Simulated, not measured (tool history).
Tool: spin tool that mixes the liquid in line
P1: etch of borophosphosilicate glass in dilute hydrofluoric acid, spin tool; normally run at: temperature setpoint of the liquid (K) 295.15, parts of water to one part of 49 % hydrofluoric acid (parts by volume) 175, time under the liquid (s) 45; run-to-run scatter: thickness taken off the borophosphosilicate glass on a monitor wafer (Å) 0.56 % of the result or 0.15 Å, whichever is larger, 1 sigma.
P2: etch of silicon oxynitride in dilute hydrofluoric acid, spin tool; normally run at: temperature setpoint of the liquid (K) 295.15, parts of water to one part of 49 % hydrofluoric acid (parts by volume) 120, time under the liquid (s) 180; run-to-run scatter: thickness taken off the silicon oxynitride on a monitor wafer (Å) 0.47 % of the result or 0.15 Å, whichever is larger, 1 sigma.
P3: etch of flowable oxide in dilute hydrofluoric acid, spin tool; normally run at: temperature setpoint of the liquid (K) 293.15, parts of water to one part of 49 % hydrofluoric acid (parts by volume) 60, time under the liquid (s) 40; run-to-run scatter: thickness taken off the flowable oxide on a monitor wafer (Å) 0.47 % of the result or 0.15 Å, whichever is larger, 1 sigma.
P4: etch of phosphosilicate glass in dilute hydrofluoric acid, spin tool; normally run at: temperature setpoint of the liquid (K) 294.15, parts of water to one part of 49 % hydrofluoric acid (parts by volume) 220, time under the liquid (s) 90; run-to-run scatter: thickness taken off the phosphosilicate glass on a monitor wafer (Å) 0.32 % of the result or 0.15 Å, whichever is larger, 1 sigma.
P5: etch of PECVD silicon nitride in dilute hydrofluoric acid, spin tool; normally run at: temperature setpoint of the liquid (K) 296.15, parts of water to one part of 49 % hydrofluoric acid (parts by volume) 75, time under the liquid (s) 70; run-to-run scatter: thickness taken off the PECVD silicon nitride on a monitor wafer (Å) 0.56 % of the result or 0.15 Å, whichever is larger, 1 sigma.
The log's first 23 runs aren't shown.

run,hour,process that ran,temperature setpoint of the liquid (K),parts of water to one part of 49 % hydrofluoric acid (parts by volume),time under the liquid (s),thickness taken off the borophosphosilicate glass on a monitor wafer (Å),thickness taken off the flowable oxide on a monitor wafer (Å),thickness taken off the silicon oxynitride on a monitor wafer (Å),thickness taken off the phosphosilicate glass on a monitor wafer (Å),thickness taken off the PECVD silicon nitride on a monitor wafer (Å)
24,228.6,P1,295.15,175,15,53.066,,,,
25,234.2,P1,295.15,175,85,297.320,,,,
26,240.7,P1,295.15,175,45,158.260,,,,
27,247.5,P1,290.15,175,45,130.770,,,,
28,255.9,P1,295.15,65,45,478.380,,,,
29,263.9,P1,295.15,175,45,157.320,,,,
30,276.4,P1,295.15,175,45,158.030,,,,
31,287.4,P5,296.15,75,70,,,,,47.451
32,298.2,P1,295.15,175,45,159.350,,,,
33,306.8,P1,295.15,175,45,153.270,,,,
34,314.5,P1,295.15,175,45,151.580,,,,
35,327.0,P1,295.15,175,45,151.410,,,,
36,337.8,P1,295.15,175,45,148.770,,,,
37,344.0,P1,295.15,175,45,150.590,,,,
38,353.8,P1,295.15,175,45,146.820,,,,

The next listed run, before its measurement:
39,364.8,P1,295.15,175,45,?,,,,

thickness taken off the borophosphosilicate glass on a monitor wafer (Å): 148.200
